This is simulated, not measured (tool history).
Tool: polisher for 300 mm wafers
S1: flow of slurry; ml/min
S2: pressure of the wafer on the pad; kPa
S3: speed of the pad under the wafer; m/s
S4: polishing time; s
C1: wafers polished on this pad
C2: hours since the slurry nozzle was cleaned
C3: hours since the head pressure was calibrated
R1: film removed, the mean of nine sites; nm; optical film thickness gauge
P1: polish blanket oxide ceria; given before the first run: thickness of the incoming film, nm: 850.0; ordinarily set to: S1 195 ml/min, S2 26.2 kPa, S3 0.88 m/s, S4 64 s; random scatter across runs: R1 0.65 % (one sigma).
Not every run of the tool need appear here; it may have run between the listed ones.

run,day,S1,S2,S3,S4,C1,C2,C3,R1
1,0.475,195,26.2,0.88,64,427,137.6,776.7,318.080
2,0.717,195,26.2,0.42,64,513,143.4,782.5,151.050
3,1.088,195,26.2,0.88,64,644,152.3,791.4,318.630
4,1.546,195,26.2,0.88,64,806,163.3,802.4,318.770
5,1.904,195,26.2,0.88,88,933,171.9,811.0,438.070
# day 2.017: slurry nozzle cleaned
# day 2.121: worn pad replaced by a new one
6,2.279,195,26.2,1.30,64,56,6.3,820.0,465.760
7,2.525,195,26.2,0.88,64,143,12.2,825.9,320.250
8,2.838,195,26.2,0.88,29,254,19.7,833.4,141.960
9,3.229,145,26.2,0.88,82,393,29.1,842.8,389.550
10,3.638,195,13.1,0.88,64,537,38.9,852.6,159.260
11,3.996,195,40.0,0.88,64,664,47.5,861.2,478.170
12,4.379,195,12.4,0.56,64,800,56.7,870.4,96.542
13,4.596,305,26.2,0.88,64,876,61.9,875.6,336.500
14,4.871,195,26.2,0.88,64,974,68.5,882.2,317.840
15,5.121,115,26.2,0.88,64,1062,74.5,888.2,289.130
16,5.350,195,26.2,0.88,64,1143,80.0,893.7,319.440
17,5.567,195,26.2,0.88,64,1220,85.2,898.9,313.790
18,5.996,195,26.2,0.88,64,1372,95.5,909.2,303.440
19,6.458,195,26.2,0.88,64,1536,106.6,920.3,303.350
# day 6.658: worn pad replaced by a new one
20,6.696,195,26.2,0.88,64,14,112.3,926.0,299.590
21,6.979,195,26.2,0.88,64,114,119.1,932.8,301.420
22,7.429,195,26.2,0.88,64,274,129.9,943.6,299.280

P1 no longer gives what it gave before; its output has crept away from where it was. The following 2 causes, each at its listed size, fit the log equally well:
A: head's pressure below its setpoint, % = 5.42
B: slurry flow missing at the pad, % = 29.4
At approximately day 5.350, the process output began to creep.
The rest of the possible causes, and what rules out each one:
removal rate lost through wear of the pad, %: maintenance at day 6.658, after the shift began, did not return the process to its former output

The 4 check runs listed below each average the results of 3 wafers, and their outcomes are marked with question marks. Under which run would the listed causes produce clearly different results?
check 1,7.879,195,13.8,0.88,64,,,,?
check 2,7.879,195,26.2,1.18,64,,,,?
check 3,7.879,195,26.2,1.10,64,,,,?
check 4,7.879,120,26.2,0.88,77,,,,?

Check results expected under each cause:
check,result,if A,if B
check 1,R1,158.110,158.090
check 2,R1,402.830,402.760
check 3,R1,375.520,375.450
check 4,R1,332.520,322.350
Separation of the two closest causes in each check, using whichever result separates them best: check 1 0.02 %; check 2 0.02 %; check 3 0.02 %; check 4 3.11 %
Only check 4 tells the causes apart: in the others they would give nearly the same result.

Check 4 was then run and gave: R1 332.640 nm. Which cause is it?

A is the cause: head's pressure below its setpoint, %.

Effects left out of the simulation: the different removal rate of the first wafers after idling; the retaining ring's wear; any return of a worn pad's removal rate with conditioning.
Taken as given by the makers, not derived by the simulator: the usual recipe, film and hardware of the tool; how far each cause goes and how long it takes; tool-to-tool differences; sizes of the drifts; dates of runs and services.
